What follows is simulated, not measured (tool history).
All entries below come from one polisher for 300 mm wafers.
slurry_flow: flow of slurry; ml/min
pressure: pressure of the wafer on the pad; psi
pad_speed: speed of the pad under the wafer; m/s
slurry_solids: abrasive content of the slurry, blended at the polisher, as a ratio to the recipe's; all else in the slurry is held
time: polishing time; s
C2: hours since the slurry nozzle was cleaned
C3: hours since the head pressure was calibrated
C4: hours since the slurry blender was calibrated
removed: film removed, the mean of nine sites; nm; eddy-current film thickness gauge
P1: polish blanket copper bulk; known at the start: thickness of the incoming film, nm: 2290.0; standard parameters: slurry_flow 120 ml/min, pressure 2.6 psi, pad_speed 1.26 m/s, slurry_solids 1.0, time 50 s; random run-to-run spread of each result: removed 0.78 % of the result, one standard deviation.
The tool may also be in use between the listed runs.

{"run": 1, "hour": 8.0, "slurry_flow": 120, "pressure": 2.6, "pad_speed": 1.26, "slurry_solids": 1.0, "time": 50, "wafers polished on this pad": 557, "C2": 523.6, "C3": 289.1, "C4": 311.7, "removed": 437.54}
{"run": 2, "hour": 15.5, "slurry_flow": 120, "pressure": 2.6, "pad_speed": 1.26, "slurry_solids": 1.0, "time": 76, "wafers polished on this pad": 648, "C2": 531.1, "C3": 296.6, "C4": 319.2, "removed": 674.41}
{"run": 3, "hour": 23.9, "slurry_flow": 120, "pressure": 2.6, "pad_speed": 1.26, "slurry_solids": 1.0, "time": 50, "wafers polished on this pad": 750, "C2": 539.5, "C3": 305.0, "C4": 327.6, "removed": 438.36}
{"run": 4, "hour": 35.0, "slurry_flow": 75, "pressure": 2.6, "pad_speed": 1.26, "slurry_solids": 1.0, "time": 27, "wafers polished on this pad": 884, "C2": 550.6, "C3": 316.1, "C4": 338.7, "removed": 208.36}
{"run": 5, "hour": 47.9, "slurry_flow": 120, "pressure": 1.4, "pad_speed": 1.26, "slurry_solids": 1.0, "time": 50, "wafers polished on this pad": 1041, "C2": 563.5, "C3": 329.0, "C4": 351.6, "removed": 237.44}
{"hour": 60.2, "done": "slurry blender recalibrated"}
{"run": 6, "hour": 61.3, "slurry_flow": 120, "pressure": 2.6, "pad_speed": 1.26, "slurry_solids": 1.0, "time": 35, "wafers polished on this pad": 1204, "C2": 576.9, "C3": 342.4, "C4": 1.1, "removed": 306.96}
{"run": 7, "hour": 75.9, "slurry_flow": 120, "pressure": 2.6, "pad_speed": 1.26, "slurry_solids": 1.0, "time": 50, "wafers polished on this pad": 1381, "C2": 591.5, "C3": 357.0, "C4": 15.7, "removed": 441.17}
{"run": 8, "hour": 92.2, "slurry_flow": 120, "pressure": 2.6, "pad_speed": 1.26, "slurry_solids": 0.7, "time": 50, "wafers polished on this pad": 1579, "C2": 607.8, "C3": 373.3, "C4": 32.0, "removed": 407.23}
{"run": 9, "hour": 103.6, "slurry_flow": 120, "pressure": 2.6, "pad_speed": 0.74, "slurry_solids": 1.2, "time": 50, "wafers polished on this pad": 1717, "C2": 619.2, "C3": 384.7, "C4": 43.4, "removed": 273.33}
{"run": 10, "hour": 119.2, "slurry_flow": 120, "pressure": 2.6, "pad_speed": 1.26, "slurry_solids": 1.5, "time": 50, "wafers polished on this pad": 1906, "C2": 634.8, "C3": 400.3, "C4": 59.0, "removed": 481.26}
{"run": 11, "hour": 133.7, "slurry_flow": 175, "pressure": 2.6, "pad_speed": 1.26, "slurry_solids": 1.0, "time": 50, "wafers polished on this pad": 2082, "C2": 649.3, "C3": 414.8, "C4": 73.5, "removed": 468.7}
{"run": 12, "hour": 146.5, "slurry_flow": 120, "pressure": 2.6, "pad_speed": 1.96, "slurry_solids": 1.0, "time": 50, "wafers polished on this pad": 2238, "C2": 662.1, "C3": 427.6, "C4": 86.3, "removed": 678.01}
{"run": 13, "hour": 160.9, "slurry_flow": 120, "pressure": 2.6, "pad_speed": 1.26, "slurry_solids": 1.0, "time": 50, "wafers polished on this pad": 2412, "C2": 676.5, "C3": 442.0, "C4": 100.7, "removed": 446.41}
{"run": 14, "hour": 177.6, "slurry_flow": 120, "pressure": 2.6, "pad_speed": 1.26, "slurry_solids": 1.0, "time": 50, "wafers polished on this pad": 2615, "C2": 693.2, "C3": 458.7, "C4": 117.4, "removed": 435.2}
{"run": 15, "hour": 191.1, "slurry_flow": 70, "pressure": 2.6, "pad_speed": 1.26, "slurry_solids": 1.0, "time": 50, "wafers polished on this pad": 2779, "C2": 706.7, "C3": 472.2, "C4": 130.9, "removed": 384.42}
{"run": 16, "hour": 200.1, "slurry_flow": 120, "pressure": 2.6, "pad_speed": 0.56, "slurry_solids": 1.0, "time": 50, "wafers polished on this pad": 2888, "C2": 715.7, "C3": 481.2, "C4": 139.9, "removed": 196.01}
{"run": 17, "hour": 209.1, "slurry_flow": 120, "pressure": 3.6, "pad_speed": 1.26, "slurry_solids": 1.0, "time": 50, "wafers polished on this pad": 2997, "C2": 724.7, "C3": 490.2, "C4": 148.9, "removed": 611.32}
{"run": 18, "hour": 221.8, "slurry_flow": 120, "pressure": 2.6, "pad_speed": 1.26, "slurry_solids": 1.0, "time": 50, "wafers polished on this pad": 3152, "C2": 737.4, "C3": 502.9, "C4": 161.6, "removed": 440.2}
{"run": 19, "hour": 230.6, "slurry_flow": 120, "pressure": 2.6, "pad_speed": 1.26, "slurry_solids": 1.0, "time": 50, "wafers polished on this pad": 3258, "C2": 746.2, "C3": 511.7, "C4": 170.4, "removed": 424.68}
{"run": 20, "hour": 243.6, "slurry_flow": 120, "pressure": 2.6, "pad_speed": 1.26, "slurry_solids": 1.0, "time": 50, "wafers polished on this pad": 3416, "C2": 759.2, "C3": 524.7, "C4": 183.4, "removed": 416.3}
{"run": 21, "hour": 258.8, "slurry_flow": 120, "pressure": 2.6, "pad_speed": 1.26, "slurry_solids": 1.0, "time": 50, "wafers polished on this pad": 3601, "C2": 774.4, "C3": 539.9, "C4": 198.6, "removed": 397.44}
{"run": 22, "hour": 274.9, "slurry_flow": 120, "pressure": 2.6, "pad_speed": 1.26, "slurry_solids": 1.0, "time": 50, "wafers polished on this pad": 3796, "C2": 790.5, "C3": 556.0, "C4": 214.7, "removed": 395.54}
{"hour": 278.9, "done": "head pressure recalibrated"}
{"hour": 281.1, "done": "slurry blender recalibrated"}
{"run": 23, "hour": 285.0, "slurry_flow": 120, "pressure": 2.6, "pad_speed": 1.26, "slurry_solids": 1.0, "time": 50, "wafers polished on this pad": 3919, "C2": 800.6, "C3": 6.2, "C4": 4.0, "removed": 392.09}

For run 24, what comes out?
{"run": 24, "hour": 294.7, "slurry_flow": 120, "pressure": 2.6, "pad_speed": 1.26, "slurry_solids": 1.0, "time": 50, "wafers polished on this pad": 4036, "C2": 810.3, "C3": 15.9, "C4": 13.7, "removed": "?"}

{"run 24": {"removed": 399.66}}
